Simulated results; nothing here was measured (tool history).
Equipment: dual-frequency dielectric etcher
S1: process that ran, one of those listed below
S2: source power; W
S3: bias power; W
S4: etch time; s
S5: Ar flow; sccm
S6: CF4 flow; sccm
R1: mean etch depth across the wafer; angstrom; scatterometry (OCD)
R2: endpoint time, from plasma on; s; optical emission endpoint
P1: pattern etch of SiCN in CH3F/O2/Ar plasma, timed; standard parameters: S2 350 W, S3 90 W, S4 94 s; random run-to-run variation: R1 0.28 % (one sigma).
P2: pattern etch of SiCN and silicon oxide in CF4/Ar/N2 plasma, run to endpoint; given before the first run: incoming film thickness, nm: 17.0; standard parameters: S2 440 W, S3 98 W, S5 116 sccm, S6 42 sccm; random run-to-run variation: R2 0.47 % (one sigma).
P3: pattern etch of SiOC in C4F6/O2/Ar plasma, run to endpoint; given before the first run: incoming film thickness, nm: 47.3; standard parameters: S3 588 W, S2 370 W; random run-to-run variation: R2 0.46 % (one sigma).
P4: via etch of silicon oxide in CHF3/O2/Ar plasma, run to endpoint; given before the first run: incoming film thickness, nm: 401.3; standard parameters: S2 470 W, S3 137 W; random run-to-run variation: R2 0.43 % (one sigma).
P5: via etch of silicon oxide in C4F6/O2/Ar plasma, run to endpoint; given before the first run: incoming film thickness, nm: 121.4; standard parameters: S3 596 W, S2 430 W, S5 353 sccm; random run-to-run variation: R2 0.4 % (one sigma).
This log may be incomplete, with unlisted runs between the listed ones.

run   hour  S1   S2   S3    S4   S5  S6      R1      R2
  1    5.2  P1  350   90    94           369.26
  2   10.6  P5  280  596        353              29.182
  3   15.3  P2  440   98        116  59              19
      16.3  -- source power generator calibrated
  4   20.5  P1  220   90    94           310.58
  5   24.6  P2  440   98         90  42          19.154
  6   28.2  P4  470  100                         272.32
  7   30.9  P2  440   98        116  42          19.965
  8   33.5  P4  470  137                         244.97
  9   39.1  P5  430  596        225              23.917
 10   43.6  P1  350   59    94           316.95
 11     47  P3  510  588                         13.677
 12   49.9  P1  350   90    94           366.58
 13   53.5  P1  350  118  51.5           223.68
 14   58.4  P3  370  588                         15.432
 15   61.3  P1  350   62   134           460.12
      64.6  -- wet clean of the chamber
 16   64.8  P2  270   98        116  42           30.33
 17   68.5  P1  500   90    94           418.33
 18   70.9  P4  280  137                         296.86
 19   75.9  P1  350   90  72.5           284.89
 20   79.9  P1  350   90   118           462.45
 21   84.4  P1  350   90    94           367.54
 22   88.7  P5  430  749        353              22.793
 23   92.4  P1  350   90    94           369.81
 24   95.4  P3  370  805                         13.462
 25   99.4  P1  350  125    94           418.03
 26  103.2  P2  440   78        116  42          21.849
 27  107.1  P1  350   90    94           367.06
 28  111.9  P5  430  596        353              25.072
 29  114.3  P1  350   90    94           368.25
 30  119.8  P1  350   90    94           367.45
 31  123.4  P1  350   90    94           364.73
 32  126.9  P1  350   90    94           365.11
 33  131.5  P1  350   90    94           363.93
 34  135.2  P1  350   90    94           362.52
 35  139.9  P1  350   90    94           364.38
 36  143.9  P1  350   90    94           363.21

Run 37 comes next. What will it give?
 37  148.8  P1  350  90  94           ?

For run 37 the tool returned R1 363.4 angstrom.
